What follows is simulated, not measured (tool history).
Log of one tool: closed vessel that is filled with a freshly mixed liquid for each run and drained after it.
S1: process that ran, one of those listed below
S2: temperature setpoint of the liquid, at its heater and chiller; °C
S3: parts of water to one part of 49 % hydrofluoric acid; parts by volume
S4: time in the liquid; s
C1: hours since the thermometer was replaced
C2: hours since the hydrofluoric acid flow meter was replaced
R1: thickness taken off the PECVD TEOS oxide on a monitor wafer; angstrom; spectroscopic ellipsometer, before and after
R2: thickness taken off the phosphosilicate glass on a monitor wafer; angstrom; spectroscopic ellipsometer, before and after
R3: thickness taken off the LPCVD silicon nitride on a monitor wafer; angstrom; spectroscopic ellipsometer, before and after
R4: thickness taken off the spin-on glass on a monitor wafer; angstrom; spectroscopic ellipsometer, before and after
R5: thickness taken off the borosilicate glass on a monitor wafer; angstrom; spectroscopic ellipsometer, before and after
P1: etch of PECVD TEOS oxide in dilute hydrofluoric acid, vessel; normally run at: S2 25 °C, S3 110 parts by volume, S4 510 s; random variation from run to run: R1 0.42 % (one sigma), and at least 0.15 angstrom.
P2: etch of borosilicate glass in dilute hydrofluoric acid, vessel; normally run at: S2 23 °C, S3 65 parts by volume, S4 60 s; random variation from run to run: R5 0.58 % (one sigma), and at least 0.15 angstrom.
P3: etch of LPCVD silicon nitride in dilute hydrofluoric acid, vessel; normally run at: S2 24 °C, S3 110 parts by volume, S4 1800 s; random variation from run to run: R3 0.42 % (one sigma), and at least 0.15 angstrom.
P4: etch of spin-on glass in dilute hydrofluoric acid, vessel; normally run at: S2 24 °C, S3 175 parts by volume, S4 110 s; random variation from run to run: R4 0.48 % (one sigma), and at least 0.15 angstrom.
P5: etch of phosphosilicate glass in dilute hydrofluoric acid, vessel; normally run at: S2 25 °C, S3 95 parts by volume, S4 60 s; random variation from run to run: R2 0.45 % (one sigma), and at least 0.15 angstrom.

run,hour,S1,S2,S3,S4,C1,C2,R1,R2,R3,R4,R5
1,10.1,P1,25,110,510,603.5,393.2,401.1,,,,
2,23.7,P5,33.5,95,60,617.1,406.8,,998.47,,,
3,37.2,P3,24,150,1800,630.6,420.3,,,59.753,,
4,46.3,P4,24,280,110,639.7,429.4,,,,231.37,
5,59.6,P3,24,110,1800,653,442.7,,,80.836,,
6,74.2,P2,19,65,60,667.6,457.3,,,,,273.54
7,83,P4,24,175,155,676.4,466.1,,,,576.25,
8,94.8,P1,25,110,510,688.2,477.9,403.46,,,,
9,103.4,P1,25,110,510,696.8,486.5,400.61,,,,
10,116.1,P1,25,195,510,709.5,499.2,205.39,,,,
11,125.1,P4,29,175,110,718.5,508.2,,,,493.39,
12,133.7,P3,17,110,1800,727.1,516.8,,,50.497,,
13,142.3,P3,24,110,60,735.7,525.4,,,2.6195,,
14,153.7,P4,24,175,110,747.1,536.8,,,,410.02,
15,168.3,P2,23,65,60,761.7,551.4,,,,,326.69
16,178.6,P1,25,110,855,772,561.7,668.62,,,,
17,189,P5,25,45,60,782.4,572.1,,1620.8,,,
18,196.3,P1,32,110,510,789.7,579.4,527.13,,,,
19,208.3,P1,25,110,510,801.7,591.4,403.13,,,,
20,219.5,P5,25,95,30,812.9,602.6,,360.83,,,
21,233.1,P1,25,20,510,826.5,616.2,2476.5,,,,
22,247.3,P2,23,65,115,840.7,630.4,,,,,623.35
23,256.2,P1,25,110,75,849.6,639.3,58.911,,,,
24,267.3,P1,25,170,130,860.7,650.4,61.368,,,,
25,276.5,P2,23,65,60,869.9,659.6,,,,,326.6
26,284.6,P2,23,105,60,878,667.7,,,,,192.11
27,291.5,P5,25,95,60,884.9,674.6,,721.85,,,
28,297.9,P4,24,175,110,891.3,681,,,,405.99,
29,305.7,P1,25,110,510,899.1,688.8,400.58,,,,
30,315.4,P1,25,110,510,908.8,698.5,403.63,,,,
31,322.6,P1,25,110,510,916,705.7,398.08,,,,
32,329.8,P3,24,110,1800,923.2,712.9,,,81.245,,
33,341.4,P1,17,110,510,934.8,724.5,291.54,,,,
34,355,P1,25,110,510,948.4,738.1,400.36,,,,
35,368.8,P1,25,110,510,962.2,751.9,412.63,,,,
36,375.3,P1,25,110,510,968.7,758.4,419.14,,,,
37,389.4,P1,25,110,510,982.8,772.5,419.29,,,,
38,404.1,P1,25,110,510,997.5,787.2,422.77,,,,
39,413.2,P1,25,110,510,1006.6,796.3,423.38,,,,
40,422.9,P1,25,110,510,1016.3,806,423.28,,,,
41,434.3,P1,25,110,510,1027.7,817.4,429.5,,,,

What P1 gives has crept away from where it was. These 2 causes fit the log equally well, each at the size given:
A: liquid hotter than its thermometer reads (K) = 1.44
B: hydrofluoric acid flow above the setpoint (%) = 5.01
The creep began at about hour 355.

4 check runs are offered, one wafer each, their results left as question marks. Which one tells the causes apart?
check 1,445.7,P2,23,65,60,,,,,,,?
check 2,445.7,P5,25,95,60,,,,?,,,
check 3,445.7,P3,24,110,1800,,,,,?,,
check 4,445.7,P4,24,175,110,,,,,,?,

What each check would give under each cause:
check,result,if A,if B
check 1,R5,344.72,342.69
check 2,R2,765.31,763.96
check 3,R3,89.352,85.367
check 4,R4,433.03,434.98
How far apart the two closest causes lie, in the result that separates them most: check 1 0.59 %; check 2 0.18 %; check 3 4.56 %; check 4 0.45 %
Only check 3 tells the causes apart: in the others they would give nearly the same result.

Check 3 was then run and gave: R3 89.145 angstrom. Which cause is it?

It is A: liquid hotter than its thermometer reads (K).

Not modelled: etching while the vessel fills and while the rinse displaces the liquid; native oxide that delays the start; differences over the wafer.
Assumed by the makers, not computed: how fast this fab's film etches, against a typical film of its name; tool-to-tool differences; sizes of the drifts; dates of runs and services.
